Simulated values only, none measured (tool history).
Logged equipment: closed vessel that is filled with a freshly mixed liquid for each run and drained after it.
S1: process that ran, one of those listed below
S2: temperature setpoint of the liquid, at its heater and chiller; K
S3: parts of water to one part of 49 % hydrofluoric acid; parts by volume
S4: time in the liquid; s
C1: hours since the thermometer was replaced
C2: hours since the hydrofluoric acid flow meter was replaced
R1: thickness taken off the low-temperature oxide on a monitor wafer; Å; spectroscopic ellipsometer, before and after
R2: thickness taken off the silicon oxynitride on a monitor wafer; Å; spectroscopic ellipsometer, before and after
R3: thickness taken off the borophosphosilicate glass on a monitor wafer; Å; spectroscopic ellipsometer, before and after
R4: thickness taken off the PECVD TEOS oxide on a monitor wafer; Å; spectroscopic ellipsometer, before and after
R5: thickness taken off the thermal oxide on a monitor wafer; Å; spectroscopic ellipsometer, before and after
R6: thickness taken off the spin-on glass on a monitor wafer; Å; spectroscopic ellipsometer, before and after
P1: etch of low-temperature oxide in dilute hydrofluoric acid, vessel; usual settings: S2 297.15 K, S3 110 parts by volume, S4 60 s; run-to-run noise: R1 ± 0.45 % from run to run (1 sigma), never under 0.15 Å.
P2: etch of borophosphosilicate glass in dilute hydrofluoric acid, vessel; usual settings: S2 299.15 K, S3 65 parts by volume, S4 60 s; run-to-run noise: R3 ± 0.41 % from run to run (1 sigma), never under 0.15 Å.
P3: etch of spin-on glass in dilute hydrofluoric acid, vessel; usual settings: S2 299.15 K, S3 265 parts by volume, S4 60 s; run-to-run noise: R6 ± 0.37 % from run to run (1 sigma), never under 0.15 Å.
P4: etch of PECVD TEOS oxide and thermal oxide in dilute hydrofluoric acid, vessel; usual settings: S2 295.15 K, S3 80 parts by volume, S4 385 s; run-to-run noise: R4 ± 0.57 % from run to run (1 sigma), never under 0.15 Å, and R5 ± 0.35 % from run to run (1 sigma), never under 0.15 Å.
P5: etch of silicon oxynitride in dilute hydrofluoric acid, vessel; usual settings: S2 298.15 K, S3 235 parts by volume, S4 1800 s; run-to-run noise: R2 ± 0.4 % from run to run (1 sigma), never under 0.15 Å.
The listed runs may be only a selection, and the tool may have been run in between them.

run	day	S1	S2	S3	S4	C1	C2	R1	R2	R3	R4	R5	R6
1	0.596	P1	297.15	110	60	1154.8	330.8	56.518					
2	1.033	P5	298.15	235	515	1165.3	341.3		98.278				
3	1.346	P1	297.15	110	60	1172.8	348.8	56.316					
4	1.796	P2	306.15	65	60	1183.6	359.6			489.88			
5	2.267	P1	297.15	110	60	1194.9	370.9	56.810					
6	2.896	P4	295.15	80	130	1210.0	386.0				190.21	72.898	
7	3.242	P1	297.15	110	105	1218.3	394.3	99.695					
8	3.600	P5	298.15	235	1800	1226.9	402.9		346.400				
# day 3.608: thermometer replaced
9	4.158	P1	302.65	185	60	13.2	416.3	37.490					
10	4.671	P1	297.15	110	30	25.5	428.6	28.193					
11	5.167	P1	293.15	110	60	37.4	440.5	48.053					
12	5.654	P1	297.15	60	60	49.1	452.2	110.960					
13	6.283	P5	290.65	235	1800	64.2	467.3		244.220				
14	6.683	P3	299.15	265	115	73.8	476.9						137.520
15	7.092	P1	297.15	110	60	83.6	486.7	56.493					
16	7.688	P4	295.15	80	385	97.9	501.0				566.18	217.350	
17	8.167	P4	295.15	80	385	109.4	512.5				560.82	216.460	
18	8.671	P2	299.15	65	60	121.5	524.6			372.49			
19	9.217	P1	303.65	110	60	134.6	537.7	72.785					
20	9.779	P3	299.15	395	60	148.1	551.2						42.073
21	10.092	P1	297.15	170	60	155.6	558.7	33.748					
22	10.392	P2	299.15	65	85	162.8	565.9			527.42			
23	10.917	P1	297.15	110	60	175.4	578.5	56.167					
24	11.375	P5	298.15	415	1800	186.4	589.5		171.420				
25	11.746	P4	290.15	80	385	195.3	598.4				457.92	175.700	
26	12.233	P4	295.15	135	385	207.0	610.1				316.30	120.580	
27	12.612	P3	306.65	265	60	216.1	619.2						90.766
28	13.038	P3	299.15	265	60	226.3	629.4						71.414
29	13.350	P2	299.15	40	60	233.8	636.9			626.99			
30	13.638	P1	297.15	110	60	240.7	643.8	56.839					
31	13.979	P1	297.15	110	60	248.9	652.0	56.399					
32	14.546	P1	297.15	110	60	262.5	665.6	59.551					
33	14.950	P1	297.15	110	60	272.2	675.3	60.393					
34	15.321	P1	297.15	110	60	281.1	684.2	60.726					
35	15.688	P1	297.15	110	60	289.9	693.0	61.434					
36	16.021	P1	297.15	110	60	297.9	701.0	61.311					
37	16.625	P1	297.15	110	60	312.4	715.5	61.752					

What P1 gives has crept away from where it was. These 2 causes fit the log equally well, each at the size given:
A: liquid hotter than its thermometer reads (K) = 2.17
B: hydrofluoric acid flow above the setpoint (%) = 7.75
The gradual shift began around day 13.979.

Below are 4 check runs, each on a single wafer, with their results shown as question marks. Which of them would tell the listed causes apart, meaning the causes would give clearly different results under it?
check 1	17.229	P4	290.15	125	385						?	?	
check 2	17.229	P5	293.15	360	1800				?				
check 3	17.229	P2	303.65	65	60					?			
check 4	17.229	P3	304.65	375	60								?

What each check would give under each cause:
check	result	if A	if B
check 1	R4	305.79	304.08
check 1	R5	117.430	116.770
check 2	R2	182.200	181.670
check 3	R3	481.95	481.47
check 4	R6	57.418	59.700
Separation of the two closest causes in each check, using whichever result separates them best: check 1 0.56 %; check 2 0.29 %; check 3 0.1 %; check 4 3.9 %
Check 4 tells the causes apart: in the others they would give nearly the same result.

The results of check 4 are: R6 57.651 Å. Based on these, which of the listed causes is it?

It was cause A: liquid hotter than its thermometer reads (K).
